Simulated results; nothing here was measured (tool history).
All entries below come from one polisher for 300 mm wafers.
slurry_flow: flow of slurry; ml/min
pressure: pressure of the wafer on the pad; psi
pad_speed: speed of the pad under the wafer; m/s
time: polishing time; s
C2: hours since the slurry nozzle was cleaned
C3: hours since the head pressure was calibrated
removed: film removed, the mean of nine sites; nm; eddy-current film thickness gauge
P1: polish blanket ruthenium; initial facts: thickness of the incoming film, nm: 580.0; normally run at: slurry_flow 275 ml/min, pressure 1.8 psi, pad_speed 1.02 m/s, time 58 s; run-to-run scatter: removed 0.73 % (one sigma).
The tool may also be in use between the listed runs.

Run 1, hour 13.0: slurry_flow 275 ml/min, pressure 1.8 psi, pad_speed 1.02 m/s, time 58 s; wafers polished on this pad 229; C2 532.9; C3 261.2. Result: removed 64.485 nm.
Run 2, hour 28.0: slurry_flow 385 ml/min, pressure 1.8 psi, pad_speed 1.02 m/s, time 58 s; wafers polished on this pad 404; C2 547.9; C3 276.2. Result: removed 66.740 nm.
Run 3, hour 42.6: slurry_flow 275 ml/min, pressure 1.8 psi, pad_speed 1.02 m/s, time 74 s; wafers polished on this pad 575; C2 562.5; C3 290.8. Result: removed 81.457 nm.
Run 4, hour 55.4: slurry_flow 275 ml/min, pressure 1.8 psi, pad_speed 1.60 m/s, time 58 s; wafers polished on this pad 724; C2 575.3; C3 303.6. Result: removed 102.140 nm.
Run 5, hour 64.1: slurry_flow 350 ml/min, pressure 1.0 psi, pad_speed 1.02 m/s, time 58 s; wafers polished on this pad 826; C2 584.0; C3 312.3. Result: removed 36.928 nm.
Run 6, hour 75.5: slurry_flow 275 ml/min, pressure 1.8 psi, pad_speed 1.02 m/s, time 58 s; wafers polished on this pad 959; C2 595.4; C3 323.7. Result: removed 65.433 nm.
Run 7, hour 87.2: slurry_flow 275 ml/min, pressure 2.8 psi, pad_speed 1.02 m/s, time 58 s; wafers polished on this pad 1095; C2 607.1; C3 335.4. Result: removed 99.808 nm.
Run 8, hour 100.8: slurry_flow 275 ml/min, pressure 0.9 psi, pad_speed 1.02 m/s, time 58 s; wafers polished on this pad 1254; C2 620.7; C3 349.0. Result: removed 32.374 nm.
Run 9, hour 116.8: slurry_flow 275 ml/min, pressure 1.8 psi, pad_speed 1.02 m/s, time 58 s; wafers polished on this pad 1441; C2 636.7; C3 365.0. Result: removed 64.729 nm.
Run 10, hour 130.1: slurry_flow 275 ml/min, pressure 1.8 psi, pad_speed 1.02 m/s, time 26 s; wafers polished on this pad 1596; C2 650.0; C3 378.3. Result: removed 29.240 nm.
Run 11, hour 144.5: slurry_flow 275 ml/min, pressure 2.3 psi, pad_speed 1.02 m/s, time 80 s; wafers polished on this pad 1764; C2 664.4; C3 392.7. Result: removed 116.320 nm.
Run 12, hour 156.8: slurry_flow 275 ml/min, pressure 1.8 psi, pad_speed 1.02 m/s, time 58 s; wafers polished on this pad 1908; C2 676.7; C3 405.0. Result: removed 64.950 nm.
Run 13, hour 165.3: slurry_flow 275 ml/min, pressure 1.8 psi, pad_speed 0.48 m/s, time 58 s; wafers polished on this pad 2007; C2 685.2; C3 413.5. Result: removed 30.441 nm.
Run 14, hour 180.1: slurry_flow 275 ml/min, pressure 1.8 psi, pad_speed 1.02 m/s, time 58 s; wafers polished on this pad 2180; C2 700.0; C3 428.3. Result: removed 64.364 nm.
Run 15, hour 190.9: slurry_flow 165 ml/min, pressure 1.8 psi, pad_speed 1.02 m/s, time 58 s; wafers polished on this pad 2306; C2 710.8; C3 439.1. Result: removed 60.701 nm.
Run 16, hour 200.5: slurry_flow 275 ml/min, pressure 1.8 psi, pad_speed 1.02 m/s, time 58 s; wafers polished on this pad 2418; C2 720.4; C3 448.7. Result: removed 64.685 nm.
Run 17, hour 211.6: slurry_flow 275 ml/min, pressure 1.8 psi, pad_speed 1.02 m/s, time 58 s; wafers polished on this pad 2547; C2 731.5; C3 459.8. Result: removed 63.313 nm.
Run 18, hour 224.0: slurry_flow 275 ml/min, pressure 1.8 psi, pad_speed 1.02 m/s, time 58 s; wafers polished on this pad 2692; C2 743.9; C3 472.2. Result: removed 62.027 nm.
Run 19, hour 236.1: slurry_flow 275 ml/min, pressure 1.8 psi, pad_speed 1.02 m/s, time 58 s; wafers polished on this pad 2833; C2 756.0; C3 484.3. Result: removed 61.581 nm.
At hour 240.6: worn pad replaced by a new one.
Run 20, hour 243.4: slurry_flow 275 ml/min, pressure 1.8 psi, pad_speed 1.02 m/s, time 58 s; wafers polished on this pad 33; C2 763.3; C3 491.6. Result: removed 61.535 nm.
Run 21, hour 258.7: slurry_flow 275 ml/min, pressure 1.8 psi, pad_speed 1.02 m/s, time 58 s; wafers polished on this pad 212; C2 778.6; C3 506.9. Result: removed 61.417 nm.
Run 22, hour 266.3: slurry_flow 275 ml/min, pressure 1.8 psi, pad_speed 1.02 m/s, time 58 s; wafers polished on this pad 300; C2 786.2; C3 514.5. Result: removed 61.065 nm.
Run 23, hour 281.2: slurry_flow 275 ml/min, pressure 1.8 psi, pad_speed 1.02 m/s, time 58 s; wafers polished on this pad 474; C2 801.1; C3 529.4. Result: removed 61.731 nm.

Something has made what P1 gives creep away from where it was; the 2 causes below, each at its own stated size, fit the log equally well:
A: slurry flow missing at the pad, % = 38.7
B: head's pressure below its setpoint, % = 5.84
The onset of the drift is placed at about hour 200.5.
What rules out each remaining cause:
removal rate lost through wear of the pad, %: its service at hour 240.6 followed the start of the drift and did not put the process back to its old value

Below are 4 check runs, each averaged over 5 wafers, with their results shown as question marks. Which of them would give clearly different results depending on which cause is behind the drift?
Run check 1, hour 296.1: slurry_flow 275 ml/min, pressure 1.8 psi, pad_speed 0.48 m/s, time 29 s. Result: removed ?.
Run check 2, hour 296.1: slurry_flow 275 ml/min, pressure 2.6 psi, pad_speed 0.64 m/s, time 58 s. Result: removed ?.
Run check 3, hour 296.1: slurry_flow 180 ml/min, pressure 0.9 psi, pad_speed 1.02 m/s, time 58 s. Result: removed ?.
Run check 4, hour 296.1: slurry_flow 275 ml/min, pressure 2.5 psi, pad_speed 1.58 m/s, time 58 s. Result: removed ?.

What each check would give under each cause:
  check   result     if A     if B
check 1  removed   14.397   14.398
check 2  removed   55.455   55.459
check 3  removed   28.252   29.090
check 4  removed  131.640  131.650
Minimum pairwise separation of causes per check, each pair taken at its best-separating result: check 1 0.01 %; check 2 0.01 %; check 3 2.92 %; check 4 0.01 %
The causes can be told apart only by check 3. The other checks would give nearly the same results under each of them.

Check 3 was carried out, with these results: removed 29.162 nm. Which of the listed causes is responsible?

Of the candidate causes, it is B: head's pressure below its setpoint, %.
